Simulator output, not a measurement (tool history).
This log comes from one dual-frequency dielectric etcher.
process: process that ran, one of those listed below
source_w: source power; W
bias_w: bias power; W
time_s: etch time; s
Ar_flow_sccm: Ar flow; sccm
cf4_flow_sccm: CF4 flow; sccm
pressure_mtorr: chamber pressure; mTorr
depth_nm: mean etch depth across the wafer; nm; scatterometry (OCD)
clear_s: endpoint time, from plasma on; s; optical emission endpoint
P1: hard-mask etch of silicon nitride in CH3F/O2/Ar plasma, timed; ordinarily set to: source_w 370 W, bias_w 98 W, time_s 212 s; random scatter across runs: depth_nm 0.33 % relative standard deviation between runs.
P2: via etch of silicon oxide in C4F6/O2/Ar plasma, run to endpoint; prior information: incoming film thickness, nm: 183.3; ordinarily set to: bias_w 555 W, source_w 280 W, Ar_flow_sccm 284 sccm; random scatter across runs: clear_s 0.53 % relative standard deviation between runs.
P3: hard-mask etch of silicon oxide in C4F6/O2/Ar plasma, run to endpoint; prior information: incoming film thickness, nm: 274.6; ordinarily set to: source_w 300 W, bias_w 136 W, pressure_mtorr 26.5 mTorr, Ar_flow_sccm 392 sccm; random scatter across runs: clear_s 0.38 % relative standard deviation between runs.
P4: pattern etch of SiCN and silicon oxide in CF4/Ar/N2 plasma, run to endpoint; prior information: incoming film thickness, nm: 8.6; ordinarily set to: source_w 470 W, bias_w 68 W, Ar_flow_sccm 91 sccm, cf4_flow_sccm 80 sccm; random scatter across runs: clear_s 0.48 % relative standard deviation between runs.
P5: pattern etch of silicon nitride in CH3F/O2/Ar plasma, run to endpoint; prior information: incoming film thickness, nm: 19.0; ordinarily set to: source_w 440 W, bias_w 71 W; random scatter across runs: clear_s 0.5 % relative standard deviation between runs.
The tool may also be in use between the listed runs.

run   hour  process  source_w  bias_w  time_s  Ar_flow_sccm  cf4_flow_sccm  pressure_mtorr  hours since the last wet clean  hours since the last source power generator calibration  hours since the last bias power generator calibration  depth_nm  clear_s
  1   14.3       P1       370      98     212                                                                        327.1                                                   1567.2                                                 1877.2    159.98
  2   22.1       P4       370      68                    91             80                                           334.9                                                     1575                                                   1885              11.59
  3   32.7       P2       280     555                   370                                                          345.5                                                   1585.6                                                 1895.6             45.407
  4   44.1       P5       580      71                                                                                356.9                                                     1597                                                   1907             23.822
  5   52.1       P1       440      98     212                                                                        364.9                                                     1605                                                   1915    170.49
        58  -- bias power generator calibrated
  6     62       P1       370      98     212                                                                        374.8                                                   1614.9                                                    4.1    159.17
  7   73.5       P4       470      68                   126             80                                           386.3                                                   1626.4                                                   15.6             9.9302
  8   86.7       P1       370      98     212                                                                        399.5                                                   1639.6                                                   28.8    158.81
  9   98.3       P1       370      98   125.5                                                                        411.1                                                   1651.2                                                   40.4     94.11
 10  104.8       P5       440     100                                                                                417.6                                                   1657.7                                                   46.9             23.436
     111.1  -- source power generator calibrated
 11  113.1       P2       280     555                   284                                                          425.9                                                        2                                                   55.2             44.107
 12  123.3       P1       370      58     212                                                                        436.1                                                     12.2                                                   65.4    132.66
 13  130.2       P3       300     136                   392                           26.5                             443                                                     19.1                                                   72.3              110.1
 14  143.6       P3       220     136                   392                           26.5                           456.4                                                     32.5                                                   85.7             123.98
 15  154.6       P2       180     555                   284                                                          467.4                                                     43.5                                                   96.7             52.271
     164.3  -- wet clean of the chamber
 16  167.8       P4       470      68                    91             80                                             3.6                                                     56.7                                                  109.9             9.4962
 17  181.6       P3       300     136                   392                             34                            17.4                                                     70.5                                                  123.7             113.75
 18  192.3       P5       440      71                                                                                 28.1                                                     81.2                                                  134.4             26.739
 19  204.9       P1       370     122   116.5                                                                         40.7                                                     93.8                                                    147    95.116
 20    213       P4       470      68                    91            106                                            48.8                                                    101.9                                                  155.1             9.0435
 21  224.8       P3       300     193                   392                           26.5                            60.6                                                    113.7                                                  166.9              98.25
 22  236.5       P4       470      68                    91             80                                            72.3                                                    125.4                                                  178.6             9.2892
 23  248.2       P1       370     126     212                                                                           84                                                    137.1                                                  190.3    175.44
 24    261       P1       300      98     212                                                                         96.8                                                    149.9                                                  203.1    148.04
 25  274.7       P1       370      98     212                                                                        110.5                                                    163.6                                                  216.8    160.33
 26  283.2       P5       440      71                                                                                  119                                                    172.1                                                  225.3              26.62
 27  293.5       P3       300     136                   490                           26.5                           129.3                                                    182.4                                                  235.6             112.94
 28  303.2       P4       470      96                    91             80                                             139                                                    192.1                                                  245.3             8.3801
 29  316.9       P1       370      98     212                                                                        152.7                                                    205.8                                                    259    159.82
 30  327.2       P2       280     728                   284                                                            163                                                    216.1                                                  269.3             39.983
 31  335.6       P1       370      98     267                                                                        171.4                                                    224.5                                                  277.7     201.5
 32    349       P1       370      98     212                                                                        184.8                                                    237.9                                                  291.1    159.74
 33  363.4       P1       370      98     212                                                                        199.2                                                    252.3                                                  305.5    157.75
 34  373.5       P1       370      98     212                                                                        209.3                                                    262.4                                                  315.6    156.96
     374.3  -- wet clean of the chamber
 35  382.2       P1       370      98     212                                                                          7.9                                                    271.1                                                  324.3    156.38
 36  395.4       P1       370      98     212                                                                         21.1                                                    284.3                                                  337.5    156.92
 37  405.3       P1       370      98     212                                                                           31                                                    294.2                                                  347.4    157.48
 38  419.1       P1       370      98     212                                                                         44.8                                                      308                                                  361.2    157.18

P1 no longer gives what it gave before; its output has crept away from where it was. The following 2 causes, each at its listed size, fit the log equally well:
A: bias power that arrives under what is set, % = 4.35
B: source power that arrives under what is set, % = 4.29
At approximately hour 349, the process output began to creep.
Ruled out, with reasons:
chamber walls in a state that lowers the etch rate, %: serviced at hour 374.3, which brought nothing back

The 4 check runs listed below each average the results of 2 wafers, and their outcomes are marked with question marks. Under which run would the listed causes produce clearly different results?
check 1  432.9       P4       470      68                   125             92                                                                                                                                                                                  ?
check 2  432.9       P2       280     711                   362                                                                                                                                                                                                 ?
check 3  432.9       P3       250     136                   392                           26.5                                                                                                                                                                  ?
check 4  432.9       P5       550      94                                                                                                                                                                                                                       ?

Check results expected under each cause:
  check   result    if A    if B
check 1  clear_s  9.8023  10.043
check 2  clear_s  41.815   41.74
check 3  clear_s   119.8  120.23
check 4  clear_s   22.52  22.537
Distance between the nearest two causes, measured in the result of the check that separates them most: check 1 2.42 %; check 2 0.18 %; check 3 0.36 %; check 4 0.08 %
Check 1 is the one run that separates the causes; every other check would come out nearly the same whichever cause is at work.

With check 1 done, the readings were: clear_s 10.078 s. Identify which of the listed causes applies.

The correct cause is B, namely: source power that arrives under what is set, %.
